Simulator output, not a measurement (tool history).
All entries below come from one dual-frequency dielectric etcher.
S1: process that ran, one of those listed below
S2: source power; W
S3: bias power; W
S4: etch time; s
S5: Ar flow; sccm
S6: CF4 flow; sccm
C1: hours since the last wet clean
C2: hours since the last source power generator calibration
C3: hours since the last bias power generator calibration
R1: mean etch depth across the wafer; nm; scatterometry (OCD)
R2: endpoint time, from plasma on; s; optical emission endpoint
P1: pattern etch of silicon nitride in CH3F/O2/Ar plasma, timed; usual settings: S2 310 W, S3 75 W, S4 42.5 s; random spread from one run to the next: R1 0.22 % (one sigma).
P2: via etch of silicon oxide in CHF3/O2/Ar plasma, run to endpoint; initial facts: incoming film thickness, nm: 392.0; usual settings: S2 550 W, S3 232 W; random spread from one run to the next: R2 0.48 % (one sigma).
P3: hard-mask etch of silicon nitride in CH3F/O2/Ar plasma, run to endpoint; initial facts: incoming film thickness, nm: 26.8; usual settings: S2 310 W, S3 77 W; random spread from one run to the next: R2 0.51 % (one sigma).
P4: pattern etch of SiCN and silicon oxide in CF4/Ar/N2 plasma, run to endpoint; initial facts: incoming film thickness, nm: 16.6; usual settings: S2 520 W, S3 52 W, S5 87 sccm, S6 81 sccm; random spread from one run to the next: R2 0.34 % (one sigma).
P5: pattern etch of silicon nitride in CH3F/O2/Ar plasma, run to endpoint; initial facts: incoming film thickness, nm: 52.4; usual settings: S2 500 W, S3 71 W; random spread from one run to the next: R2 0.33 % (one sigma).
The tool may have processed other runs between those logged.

run 1 day=0.45 | S1=P1 S2=310 S3=75 S4=42.5 | C1=208.6 C2=1441.3 C3=2236.8 | R1=26.562
run 2 day=1.162 | S1=P1 S2=310 S3=75 S4=42.5 | C1=225.7 C2=1458.4 C3=2253.9 | R1=26.432
run 3 day=1.529 | S1=P3 S2=310 S3=77 | C1=234.5 C2=1467.2 C3=2262.7 | R2=42.102
run 4 day=1.858 | S1=P1 S2=310 S3=75 S4=25 | C1=242.4 C2=1475.1 C3=2270.6 | R1=15.56
run 5 day=2.183 | S1=P4 S2=520 S3=52 S5=87 S6=81 | C1=250.2 C2=1482.9 C3=2278.4 | R2=17.756
run 6 day=2.692 | S1=P2 S2=350 S3=232 | C1=262.4 C2=1495.1 C3=2290.6 | R2=213.56
run 7 day=3.271 | S1=P3 S2=200 S3=77 | C1=276.3 C2=1509 C3=2304.5 | R2=49.676
run 8 day=3.867 | S1=P3 S2=310 S3=103 | C1=290.6 C2=1523.3 C3=2318.8 | R2=38.095
run 9 day=4.479 | S1=P1 S2=310 S3=101 S4=42.5 | C1=305.3 C2=1538 C3=2333.5 | R1=29.587
run 10 day=5.096 | S1=P1 S2=310 S3=75 S4=42.5 | C1=320.1 C2=1552.8 C3=2348.3 | R1=26.501
run 11 day=5.538 | S1=P4 S2=340 S3=52 S5=87 S6=81 | C1=330.7 C2=1563.4 C3=2358.9 | R2=25.96
run 12 day=6.075 | S1=P1 S2=220 S3=105 S4=42.5 | C1=343.6 C2=1576.3 C3=2371.8 | R1=26.488
run 13 day=6.804 | S1=P4 S2=520 S3=52 S5=122 S6=81 | C1=361.1 C2=1593.8 C3=2389.3 | R2=18.814
run 14 day=7.475 | S1=P1 S2=310 S3=75 S4=42.5 | C1=377.2 C2=1609.9 C3=2405.4 | R1=26.467
run 15 day=8.229 | S1=P5 S2=500 S3=71 | C1=395.3 C2=1628 C3=2423.5 | R2=68.799
run 16 day=8.821 | S1=P1 S2=410 S3=50 S4=42.5 | C1=409.5 C2=1642.2 C3=2437.7 | R1=25.797
run 17 day=9.346 | S1=P5 S2=320 S3=71 | C1=422.1 C2=1654.8 C3=2450.3 | R2=81.538
run 18 day=9.846 | S1=P4 S2=520 S3=52 S5=87 S6=99 | C1=434.1 C2=1666.8 C3=2462.3 | R2=17.174
run 19 day=10.267 | S1=P1 S2=420 S3=75 S4=42.5 | C1=444.2 C2=1676.9 C3=2472.4 | R1=29.635
run 20 day=10.896 | S1=P2 S2=550 S3=232 | C1=459.3 C2=1692 C3=2487.5 | R2=182.27
run 21 day=11.646 | S1=P1 S2=310 S3=59 S4=42.5 | C1=477.3 C2=1710 C3=2505.5 | R1=24.45
run 22 day=12.1 | S1=P1 S2=310 S3=75 S4=42.5 | C1=488.2 C2=1720.9 C3=2516.4 | R1=26.573
run 23 day=12.658 | S1=P2 S2=550 S3=293 | C1=501.6 C2=1734.3 C3=2529.8 | R2=164.95
run 24 day=13.208 | S1=P1 S2=310 S3=75 S4=42.5 | C1=514.8 C2=1747.5 C3=2543 | R1=26.499
run 25 day=13.788 | S1=P1 S2=220 S3=46 S4=42.5 | C1=528.7 C2=1761.4 C3=2556.9 | R1=19.722
run 26 day=14.454 | S1=P3 S2=310 S3=77 | C1=544.7 C2=1777.4 C3=2572.9 | R2=42.298
run 27 day=14.896 | S1=P4 S2=520 S3=52 S5=87 S6=81 | C1=555.3 C2=1788 C3=2583.5 | R2=17.717
run 28 day=15.617 | S1=P1 S2=200 S3=75 S4=42.5 | C1=572.6 C2=1805.3 C3=2600.8 | R1=22.512
run 29 day=16.15 | S1=P1 S2=310 S3=75 S4=52 | C1=585.4 C2=1818.1 C3=2613.6 | R1=32.501
run 30 day=16.696 | S1=P1 S2=310 S3=75 S4=42.5 | C1=598.5 C2=1831.2 C3=2626.7 | R1=26.492
run 31 day=17.45 | S1=P4 S2=520 S3=37 S5=87 S6=81 | C1=616.6 C2=1849.3 C3=2644.8 | R2=19.569
run 32 day=18.183 | S1=P5 S2=500 S3=44 | C1=634.2 C2=1866.9 C3=2662.4 | R2=80.033
run 33 day=18.833 | S1=P1 S2=310 S3=75 S4=42.5 | C1=649.8 C2=1882.5 C3=2678 | R1=26.549
run 34 day=19.317 | S1=P1 S2=310 S3=75 S4=42.5 | C1=661.4 C2=1894.1 C3=2689.6 | R1=26.434
run 35 day=19.65 | S1=P1 S2=310 S3=75 S4=42.5 | C1=669.4 C2=1902.1 C3=2697.6 | R1=26.242
run 36 day=20.104 | S1=P1 S2=310 S3=75 S4=42.5 | C1=680.3 C2=1913 C3=2708.5 | R1=26.182
run 37 day=20.512 | S1=P1 S2=310 S3=75 S4=42.5 | C1=690.1 C2=1922.8 C3=2718.3 | R1=26.222
-- day=20.762 wet clean of the chamber
run 38 day=21.104 | S1=P1 S2=310 S3=75 S4=42.5 | C1=8.2 C2=1937 C3=2732.5 | R1=26.166
run 39 day=21.558 | S1=P1 S2=310 S3=75 S4=42.5 | C1=19.1 C2=1947.9 C3=2743.4 | R1=26.201
run 40 day=22.25 | S1=P1 S2=310 S3=75 S4=42.5 | C1=35.7 C2=1964.5 C3=2760 | R1=26.177
run 41 day=22.95 | S1=P1 S2=310 S3=75 S4=42.5 | C1=52.5 C2=1981.3 C3=2776.8 | R1=26.206

P1 has crept away from where it was. The log is fitted equally well by each of these 2 causes, at the sizes shown:
A: bias power that arrives under what is set, % = 3.74
B: source power that arrives under what is set, % = 3.5
The onset of the drift is placed at about day 18.833.
All other causes, with the reason each is excluded:
chamber walls in a state that lowers the etch rate, %: serviced at day 20.762, after the drift had started, without restoring the earlier output

Below are 4 check runs, each averaged over 2 wafers, with their results shown as question marks. Which of them would give clearly different results depending on which cause is behind the drift?
run check 1 day=23.65 | S1=P4 S2=520 S3=43 S5=87 S6=81 | R2=?
run check 2 day=23.65 | S1=P5 S2=340 S3=71 | R2=?
run check 3 day=23.65 | S1=P3 S2=210 S3=102 | R2=?
run check 4 day=23.65 | S1=P2 S2=380 S3=232 | R2=?

Expected result of each check under each candidate cause:
check=check_1 result=R2 if_A=18.94 if_B=19.353
check=check_2 result=R2 if_A=80.668 if_B=80.695
check=check_3 result=R2 if_A=44.683 if_B=44.617
check=check_4 result=R2 if_A=210.63 if_B=210.53
Distance between the nearest two causes, measured in the result of the check that separates them most: check 1 2.16 %; check 2 0.03 %; check 3 0.15 %; check 4 0.05 %
The causes can be told apart only by check 1. The other checks would give nearly the same results under each of them.

Check 1 was carried out, with these results: R2 18.877 s. Which of the listed causes is responsible?

It is A: bias power that arrives under what is set, %.

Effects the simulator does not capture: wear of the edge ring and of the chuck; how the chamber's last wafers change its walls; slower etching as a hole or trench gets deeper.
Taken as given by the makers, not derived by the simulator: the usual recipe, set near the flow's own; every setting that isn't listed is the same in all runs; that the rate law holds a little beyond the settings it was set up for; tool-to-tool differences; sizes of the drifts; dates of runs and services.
